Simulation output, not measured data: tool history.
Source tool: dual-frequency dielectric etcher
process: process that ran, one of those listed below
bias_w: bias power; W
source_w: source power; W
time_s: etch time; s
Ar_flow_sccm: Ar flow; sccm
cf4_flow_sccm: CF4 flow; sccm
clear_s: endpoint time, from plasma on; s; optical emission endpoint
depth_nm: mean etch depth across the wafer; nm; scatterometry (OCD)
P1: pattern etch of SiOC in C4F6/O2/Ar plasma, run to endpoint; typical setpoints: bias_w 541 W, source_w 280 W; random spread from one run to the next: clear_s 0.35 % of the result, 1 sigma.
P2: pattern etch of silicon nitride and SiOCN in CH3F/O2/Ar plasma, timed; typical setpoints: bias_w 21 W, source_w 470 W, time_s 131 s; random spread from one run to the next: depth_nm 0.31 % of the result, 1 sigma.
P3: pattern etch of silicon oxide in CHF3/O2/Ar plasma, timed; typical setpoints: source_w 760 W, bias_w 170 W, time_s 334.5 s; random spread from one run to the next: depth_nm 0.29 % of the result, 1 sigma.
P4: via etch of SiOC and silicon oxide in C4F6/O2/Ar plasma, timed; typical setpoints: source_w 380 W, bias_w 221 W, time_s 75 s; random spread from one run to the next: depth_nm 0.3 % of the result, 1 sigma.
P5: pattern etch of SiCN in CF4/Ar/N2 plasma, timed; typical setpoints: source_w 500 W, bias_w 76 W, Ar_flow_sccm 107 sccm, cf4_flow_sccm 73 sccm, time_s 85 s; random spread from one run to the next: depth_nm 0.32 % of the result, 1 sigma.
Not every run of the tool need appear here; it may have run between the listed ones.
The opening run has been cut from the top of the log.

run    day  process  bias_w  source_w  time_s  Ar_flow_sccm  cf4_flow_sccm  hours since the last wet clean  hours since the last bias power generator calibration  hours since the last source power generator calibration  clear_s  depth_nm
  2  0.329       P3     170       760   440.5                                                        162.4                                                 1804.6                                                    520.1             933.47
  3  0.542       P1     541       280                                                                167.5                                                 1809.7                                                    525.2   11.009
  4  0.829       P1     541       280                                                                174.4                                                 1816.6                                                    532.1   11.089
  5  1.071       P1     541       190                                                                180.2                                                 1822.4                                                    537.9   12.739
     1.117  -- wet clean of the chamber
  6   1.25       P5      76       500      85           107             73                             3.3                                                 1826.7                                                    542.2             84.336
  7  1.446       P5      76       500   127.5           107             73                               8                                                 1831.4                                                    546.9             126.34
  8  1.612       P4     221       380      75                                                           12                                                 1835.4                                                    550.9             86.003
  9  1.921       P3     170       760   334.5                                                         19.4                                                 1842.8                                                    558.3             709.04
 10  2.075       P1     541       280                                                                 23.1                                                 1846.5                                                      562   11.026
 11  2.308       P1     541       280                                                                 28.7                                                 1852.1                                                    567.6   11.073
 12  2.554       P1     541       280                                                                 34.6                                                   1858                                                    573.5   11.075
 13  2.742       P5      76       500      85           144             73                            39.1                                                 1862.5                                                      578             80.304
 14  3.033       P4     221       380    55.5                                                         46.1                                                 1869.5                                                      585             63.553
 15   3.25       P1     541       370                                                                 51.3                                                 1874.7                                                    590.2   9.9388
 16  3.479       P1     431       360                                                                 56.8                                                 1880.2                                                    595.7   11.014
 17  3.625       P4     221       540      75                                                         60.3                                                 1883.7                                                    599.2             98.564
 18  3.912       P2      21       470     131                                                         67.2                                                 1890.6                                                    606.1             18.512
 19  4.175       P2      21       470      72                                                         73.5                                                 1896.9                                                    612.4             10.196
 20  4.367       P2      25       470     131                                                         78.1                                                 1901.5                                                      617             19.982
 21  4.508       P5      76       500      85           107             57                            81.5                                                 1904.9                                                    620.4             80.864
 22   4.65       P4     134       380      75                                                         84.9                                                 1908.3                                                    623.8             73.235
 23  4.821       P1     338       280                                                                   89                                                 1912.4                                                    627.9   13.153
 24  5.096       P3     170       590   334.5                                                         95.6                                                   1919                                                    634.5             642.67
 25  5.283       P1     704       280                                                                100.1                                                 1923.5                                                      639   9.9469

Run 26 has not been measured yet. What should we expect?
 26  5.462       P2      21       310     131                                                        104.4                                                 1927.8                                                    643.3                  ?

Run 26 produced depth_nm 16.088 nm.
